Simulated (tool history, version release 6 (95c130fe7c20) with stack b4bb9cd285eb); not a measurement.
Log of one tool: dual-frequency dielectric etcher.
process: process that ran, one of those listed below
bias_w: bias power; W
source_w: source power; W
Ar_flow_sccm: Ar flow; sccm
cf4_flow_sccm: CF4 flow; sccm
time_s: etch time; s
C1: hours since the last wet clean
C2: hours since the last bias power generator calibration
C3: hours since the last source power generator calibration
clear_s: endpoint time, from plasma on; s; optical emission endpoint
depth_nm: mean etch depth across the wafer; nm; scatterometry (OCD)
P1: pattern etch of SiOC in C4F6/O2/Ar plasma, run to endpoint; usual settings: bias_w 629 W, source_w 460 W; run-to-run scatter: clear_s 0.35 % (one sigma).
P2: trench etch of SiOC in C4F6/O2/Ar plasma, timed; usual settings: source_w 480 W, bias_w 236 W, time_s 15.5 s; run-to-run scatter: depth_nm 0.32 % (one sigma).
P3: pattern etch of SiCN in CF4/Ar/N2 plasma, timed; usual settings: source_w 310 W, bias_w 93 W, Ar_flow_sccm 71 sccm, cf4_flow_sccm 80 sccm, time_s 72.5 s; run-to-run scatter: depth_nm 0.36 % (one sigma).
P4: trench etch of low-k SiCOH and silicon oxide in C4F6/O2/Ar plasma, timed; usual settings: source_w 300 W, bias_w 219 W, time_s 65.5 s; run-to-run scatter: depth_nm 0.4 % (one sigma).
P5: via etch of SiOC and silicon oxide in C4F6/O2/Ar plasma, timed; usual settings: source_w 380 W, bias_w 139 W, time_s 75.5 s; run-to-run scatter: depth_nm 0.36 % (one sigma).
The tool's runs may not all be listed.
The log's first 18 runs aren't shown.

Run 19, hour 74.8: process P5, bias_w 139 W, source_w 380 W, time_s 41.5 s; C1 5.5; C2 23.8; C3 657.5. Result: depth_nm 43.077 nm.
Run 20, hour 79.4: process P5, bias_w 139 W, source_w 380 W, time_s 75.5 s; C1 10.1; C2 28.4; C3 662.1. Result: depth_nm 77.952 nm.
Run 21, hour 85.0: process P2, bias_w 236 W, source_w 300 W, time_s 15.5 s; C1 15.7; C2 34.0; C3 667.7. Result: depth_nm 32.589 nm.
Run 22, hour 90.7: process P1, bias_w 877 W, source_w 460 W; C1 21.4; C2 39.7; C3 673.4. Result: clear_s 11.591 s.
Run 23, hour 95.9: process P4, bias_w 219 W, source_w 300 W, time_s 65.5 s; C1 26.6; C2 44.9; C3 678.6. Result: depth_nm 201.120 nm.
Run 24, hour 98.8: process P2, bias_w 236 W, source_w 480 W, time_s 15.5 s; C1 29.5; C2 47.8; C3 681.5. Result: depth_nm 39.112 nm.
Run 25, hour 103.9: process P5, bias_w 175 W, source_w 380 W, time_s 75.5 s; C1 34.6; C2 52.9; C3 686.6. Result: depth_nm 83.804 nm.
Run 26, hour 107.7: process P1, bias_w 629 W, source_w 460 W; C1 38.4; C2 56.7; C3 690.4. Result: clear_s 13.238 s.
Run 27, hour 112.5: process P3, bias_w 93 W, source_w 310 W, Ar_flow_sccm 71 sccm, cf4_flow_sccm 80 sccm, time_s 72.5 s; C1 43.2; C2 61.5; C3 695.2. Result: depth_nm 50.561 nm.
Run 28, hour 117.9: process P4, bias_w 147 W, source_w 300 W, time_s 65.5 s; C1 48.6; C2 66.9; C3 700.6. Result: depth_nm 177.540 nm.
Run 29, hour 120.9: process P3, bias_w 93 W, source_w 420 W, Ar_flow_sccm 71 sccm, cf4_flow_sccm 80 sccm, time_s 72.5 s; C1 51.6; C2 69.9; C3 703.6. Result: depth_nm 65.376 nm.
Run 30, hour 124.6: process P4, bias_w 219 W, source_w 300 W, time_s 65.5 s; C1 55.3; C2 73.6; C3 707.3. Result: depth_nm 200.620 nm.

The next listed run, before its measurement:
Run 31, hour 127.6: process P2, bias_w 236 W, source_w 480 W, time_s 9.0 s; C1 58.3; C2 76.6; C3 710.3. Result: depth_nm ?.

{"run 31": {"depth_nm": 22.724}}
